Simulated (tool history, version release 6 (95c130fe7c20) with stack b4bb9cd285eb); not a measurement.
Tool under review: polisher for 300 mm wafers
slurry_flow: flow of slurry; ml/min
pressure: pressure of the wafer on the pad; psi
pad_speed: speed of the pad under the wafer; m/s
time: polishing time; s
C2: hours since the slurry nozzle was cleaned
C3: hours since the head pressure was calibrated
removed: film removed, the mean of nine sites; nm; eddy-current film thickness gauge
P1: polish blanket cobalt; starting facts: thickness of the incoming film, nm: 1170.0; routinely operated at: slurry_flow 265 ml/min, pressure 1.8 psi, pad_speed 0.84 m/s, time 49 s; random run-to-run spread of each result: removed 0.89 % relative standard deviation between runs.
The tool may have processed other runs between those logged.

run 1 hour=7.2 | slurry_flow=265 pressure=1.8 pad_speed=0.84 time=49 | wafers_polished_on_this_pad=389 C2=166.9 C3=202.3 | removed=171.29
run 2 hour=20.7 | slurry_flow=265 pressure=1.8 pad_speed=0.84 time=25 | wafers_polished_on_this_pad=524 C2=180.4 C3=215.8 | removed=89.455
run 3 hour=35.5 | slurry_flow=265 pressure=1.8 pad_speed=0.84 time=49 | wafers_polished_on_this_pad=673 C2=195.2 C3=230.6 | removed=174.88
run 4 hour=51.6 | slurry_flow=265 pressure=1.2 pad_speed=0.84 time=49 | wafers_polished_on_this_pad=835 C2=211.3 C3=246.7 | removed=115.96
run 5 hour=63.2 | slurry_flow=265 pressure=1.8 pad_speed=0.52 time=27 | wafers_polished_on_this_pad=952 C2=222.9 C3=258.3 | removed=58.482
run 6 hour=79.5 | slurry_flow=265 pressure=2.7 pad_speed=0.84 time=49 | wafers_polished_on_this_pad=1116 C2=239.2 C3=274.6 | removed=260.81
run 7 hour=91.6 | slurry_flow=370 pressure=1.8 pad_speed=0.84 time=49 | wafers_polished_on_this_pad=1237 C2=251.3 C3=286.7 | removed=179.7
run 8 hour=106.8 | slurry_flow=160 pressure=1.8 pad_speed=0.84 time=72 | wafers_polished_on_this_pad=1390 C2=266.5 C3=301.9 | removed=235.7
run 9 hour=116.2 | slurry_flow=265 pressure=1.8 pad_speed=0.84 time=49 | wafers_polished_on_this_pad=1485 C2=275.9 C3=311.3 | removed=173.37
run 10 hour=125.6 | slurry_flow=265 pressure=1.8 pad_speed=1.26 time=49 | wafers_polished_on_this_pad=1579 C2=285.3 C3=320.7 | removed=255.41
run 11 hour=136 | slurry_flow=265 pressure=1.8 pad_speed=0.38 time=49 | wafers_polished_on_this_pad=1684 C2=295.7 C3=331.1 | removed=78.772
run 12 hour=148.9 | slurry_flow=265 pressure=1.8 pad_speed=0.84 time=49 | wafers_polished_on_this_pad=1813 C2=308.6 C3=344 | removed=173.98
run 13 hour=164 | slurry_flow=160 pressure=1.8 pad_speed=0.84 time=49 | wafers_polished_on_this_pad=1965 C2=323.7 C3=359.1 | removed=163.05
run 14 hour=171.5 | slurry_flow=265 pressure=1.8 pad_speed=0.84 time=61 | wafers_polished_on_this_pad=2041 C2=331.2 C3=366.6 | removed=215.85
run 15 hour=186.3 | slurry_flow=265 pressure=1.8 pad_speed=0.84 time=49 | wafers_polished_on_this_pad=2189 C2=346 C3=381.4 | removed=174.76
run 16 hour=196 | slurry_flow=265 pressure=1.8 pad_speed=0.84 time=49 | wafers_polished_on_this_pad=2287 C2=355.7 C3=391.1 | removed=173.15
run 17 hour=204.3 | slurry_flow=265 pressure=1.8 pad_speed=0.84 time=49 | wafers_polished_on_this_pad=2370 C2=364 C3=399.4 | removed=170.97
run 18 hour=220.9 | slurry_flow=265 pressure=1.8 pad_speed=0.84 time=49 | wafers_polished_on_this_pad=2537 C2=380.6 C3=416 | removed=169.1
-- hour=227.5 worn pad replaced by a new one
run 19 hour=231.4 | slurry_flow=265 pressure=1.8 pad_speed=0.84 time=49 | wafers_polished_on_this_pad=39 C2=391.1 C3=426.5 | removed=163.28
run 20 hour=246.5 | slurry_flow=265 pressure=1.8 pad_speed=0.84 time=49 | wafers_polished_on_this_pad=191 C2=406.2 C3=441.6 | removed=164.6

Predict the results of run 21:
run 21 hour=259.5 | slurry_flow=265 pressure=1.8 pad_speed=0.84 time=49 | wafers_polished_on_this_pad=322 C2=419.2 C3=454.6 | removed=?

removed: 164.34 nm

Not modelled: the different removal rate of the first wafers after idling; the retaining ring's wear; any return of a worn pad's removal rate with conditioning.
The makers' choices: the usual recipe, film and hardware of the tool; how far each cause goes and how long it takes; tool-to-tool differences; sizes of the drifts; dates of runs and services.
